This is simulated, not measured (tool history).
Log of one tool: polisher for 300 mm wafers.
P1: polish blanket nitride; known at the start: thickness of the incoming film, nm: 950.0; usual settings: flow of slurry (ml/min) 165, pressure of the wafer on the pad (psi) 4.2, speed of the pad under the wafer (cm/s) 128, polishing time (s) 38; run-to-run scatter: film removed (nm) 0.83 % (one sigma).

run	day	flow of slurry (ml/min)	pressure of the wafer on the pad (psi)	speed of the pad under the wafer (cm/s)	polishing time (s)	wafers polished on this pad	hours since the slurry nozzle was cleaned	hours since the head pressure was calibrated	film removed (nm)
1	0.217	165	4.2	128	38	549	350.5	648.1	79.268
2	0.454	165	4.2	128	55	623	356.2	653.8	113.54
3	0.712	260	4.2	128	38	704	362.4	660	82.662
4	0.892	165	4.2	128	38	760	366.7	664.3	78.033
5	1.154	165	4.2	196	38	842	373	670.6	108.7
6	1.304	165	2.2	128	38	889	376.6	674.2	40.65
7	1.471	165	2.8	82	38	941	380.6	678.2	36.029
8	1.7	165	4.2	128	38	1013	386.1	683.7	78.377
9	1.971	165	6.4	128	38	1097	392.6	690.2	117.36
10	2.254	165	4.2	64	38	1186	399.4	697	44.874
11	2.454	165	4.2	128	38	1248	404.2	701.8	78.355
12	2.6	165	4.2	128	38	1294	407.7	705.3	77.534

Run 13 comes next. What will it give?
13	2.875	165	4.2	128	38	1380	414.3	711.9	?

Run 13 gave film removed (nm) 77.368.

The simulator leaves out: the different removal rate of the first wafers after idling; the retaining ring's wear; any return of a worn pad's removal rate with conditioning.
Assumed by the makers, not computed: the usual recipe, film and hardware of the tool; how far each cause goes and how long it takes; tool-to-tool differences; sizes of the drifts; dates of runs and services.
